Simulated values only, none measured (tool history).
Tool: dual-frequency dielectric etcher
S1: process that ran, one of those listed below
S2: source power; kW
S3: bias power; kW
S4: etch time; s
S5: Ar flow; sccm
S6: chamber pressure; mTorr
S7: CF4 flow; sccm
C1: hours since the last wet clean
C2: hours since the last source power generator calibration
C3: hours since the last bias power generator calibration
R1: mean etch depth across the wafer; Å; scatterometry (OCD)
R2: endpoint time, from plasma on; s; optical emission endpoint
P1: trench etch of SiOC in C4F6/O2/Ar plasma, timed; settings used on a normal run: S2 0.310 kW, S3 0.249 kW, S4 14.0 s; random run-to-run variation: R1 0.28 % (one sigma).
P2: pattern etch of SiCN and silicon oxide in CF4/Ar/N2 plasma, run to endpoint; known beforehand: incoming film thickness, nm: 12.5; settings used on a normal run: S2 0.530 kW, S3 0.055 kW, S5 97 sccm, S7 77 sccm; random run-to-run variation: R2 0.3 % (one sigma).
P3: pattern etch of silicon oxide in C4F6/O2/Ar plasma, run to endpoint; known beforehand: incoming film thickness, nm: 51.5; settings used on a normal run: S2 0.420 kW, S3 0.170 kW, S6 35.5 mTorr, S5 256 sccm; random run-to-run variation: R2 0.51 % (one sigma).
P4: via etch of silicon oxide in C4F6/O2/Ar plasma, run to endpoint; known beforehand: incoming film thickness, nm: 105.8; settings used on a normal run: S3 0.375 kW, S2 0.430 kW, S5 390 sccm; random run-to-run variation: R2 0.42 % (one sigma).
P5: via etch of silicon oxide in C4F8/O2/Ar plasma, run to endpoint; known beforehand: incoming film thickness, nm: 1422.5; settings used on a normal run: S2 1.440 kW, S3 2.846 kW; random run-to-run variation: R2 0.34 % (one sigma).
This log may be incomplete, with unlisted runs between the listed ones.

run	day	S1	S2	S3	S4	S5	S6	S7	C1	C2	C3	R1	R2
1	0.583	P1	0.310	0.249	14.0				331.9	1012.4	1434.8	287.40	
2	1.167	P4	0.430	0.375		487			345.9	1026.4	1448.8		26.928
3	1.754	P5	1.440	3.957					360.0	1040.5	1462.9		260.260
4	2.479	P4	0.260	0.375		390			377.4	1057.9	1480.3		31.938
5	2.867	P1	0.210	0.249	14.0				386.7	1067.2	1489.6	249.39	
6	3.333	P5	1.440	2.846					397.9	1078.4	1500.8		288.520
7	3.696	P3	0.540	0.170		256	35.5		406.6	1087.1	1509.5		14.387
8	4.138	P3	0.420	0.229		256	35.5		417.2	1097.7	1520.1		14.555
9	4.800	P1	0.310	0.249	14.0				433.1	1113.6	1536.0	287.32	
10	5.300	P2	0.530	0.071		97		77	445.1	1125.6	1548.0		12.772
11	5.996	P3	0.420	0.170		256	35.5		461.8	1142.3	1564.7		15.935
12	6.562	P3	0.420	0.170		307	35.5		475.4	1155.9	1578.3		16.294
13	7.033	P2	0.330	0.055		97		77	486.7	1167.2	1589.6		21.055
14	7.704	P2	0.530	0.055		97		77	502.8	1183.3	1605.7		13.810
15	8.300	P5	0.950	2.846					517.1	1197.6	1620.0		338.270
16	9.079	P4	0.430	0.276		390			535.8	1216.3	1638.7		29.242
17	9.554	P4	0.430	0.375		390			547.2	1227.7	1650.1		26.361
# day 10.242: source power generator calibrated
18	10.308	P1	0.420	0.249	14.0				565.3	1.6	1668.2	323.39	
19	10.667	P3	0.420	0.170		256	28.5		573.9	10.2	1676.8		15.555
20	11.158	P1	0.310	0.249	14.0				585.7	22.0	1688.6	286.87	
21	11.646	P2	0.530	0.055		97		46	597.4	33.7	1700.3		15.060
22	12.117	P1	0.310	0.346	14.0				608.7	45.0	1711.6	324.13	
23	12.600	P1	0.310	0.163	14.0				620.3	56.6	1723.2	250.82	
24	13.262	P1	0.420	0.151	14.0				636.2	72.5	1739.1	276.37	
25	13.946	P1	0.310	0.249	18.5				652.6	88.9	1755.5	379.76	
26	14.383	P1	0.310	0.249	14.0				663.1	99.4	1766.0	288.60	
27	14.767	P2	0.530	0.055		59		77	672.3	108.6	1775.2		12.869
28	15.521	P1	0.310	0.249	9.5				690.4	126.7	1793.3	195.46	
29	15.912	P1	0.310	0.249	14.0				699.8	136.1	1802.7	288.61	
30	16.388	P1	0.310	0.249	14.0				711.2	147.5	1814.1	286.62	
31	16.888	P1	0.310	0.249	14.0				723.2	159.5	1826.1	288.42	
32	17.679	P1	0.310	0.249	14.0				742.2	178.5	1845.1	286.55	
33	18.479	P1	0.310	0.249	14.0				761.4	197.7	1864.3	285.69	
34	19.279	P1	0.310	0.249	14.0				780.6	216.9	1883.5	284.96	
# day 19.812: wet clean of the chamber
35	19.996	P1	0.310	0.249	14.0				4.4	234.1	1900.7	284.25	
36	20.354	P1	0.310	0.249	14.0				13.0	242.7	1909.3	284.55	
37	20.779	P1	0.310	0.249	14.0				23.2	252.9	1919.5	283.90	
38	21.479	P1	0.310	0.249	14.0				40.0	269.7	1936.3	283.54	
39	21.954	P1	0.310	0.249	14.0				51.4	281.1	1947.7	284.99	

P1 no longer gives what it gave before; its output has crept away from where it was. The following 2 causes, each at its listed size, fit the log equally well:
A: source power that arrives under what is set, % = 3.61
B: bias power that arrives under what is set, % = 4
The gradual shift began around day 16.388.
Other possible causes, and why each is ruled out:
chamber walls in a state that lowers the etch rate, %: its service at day 19.812 followed the start of the drift and did not put the process back to its old value

Which of the 4 check runs listed below, each an average over 2 wafers with its results shown as question marks, gives clearly different results under the different listed causes?
check 1	22.429	P5	1.440	2.846									?
check 2	22.429	P3	0.420	0.170		256	35.5						?
check 3	22.429	P4	0.430	0.375		390							?
check 4	22.429	P2	0.530	0.055		97		77					?

Predicted outcomes, by check and by cause:
check	result	if A	if B
check 1	R2	292.680	292.240
check 2	R2	16.150	16.122
check 3	R2	26.783	26.803
check 4	R2	14.285	13.997
Distance between the nearest two causes, measured in the result of the check that separates them most: check 1 0.15 %; check 2 0.18 %; check 3 0.07 %; check 4 2.04 %
The other checks would show nearly matching results whichever cause is true, so check 4 is the only one that separates the causes.

Check 4 has now been run. It gave: R2 13.969 s. Which of the candidate causes is it?

It was cause B: bias power that arrives under what is set, %.
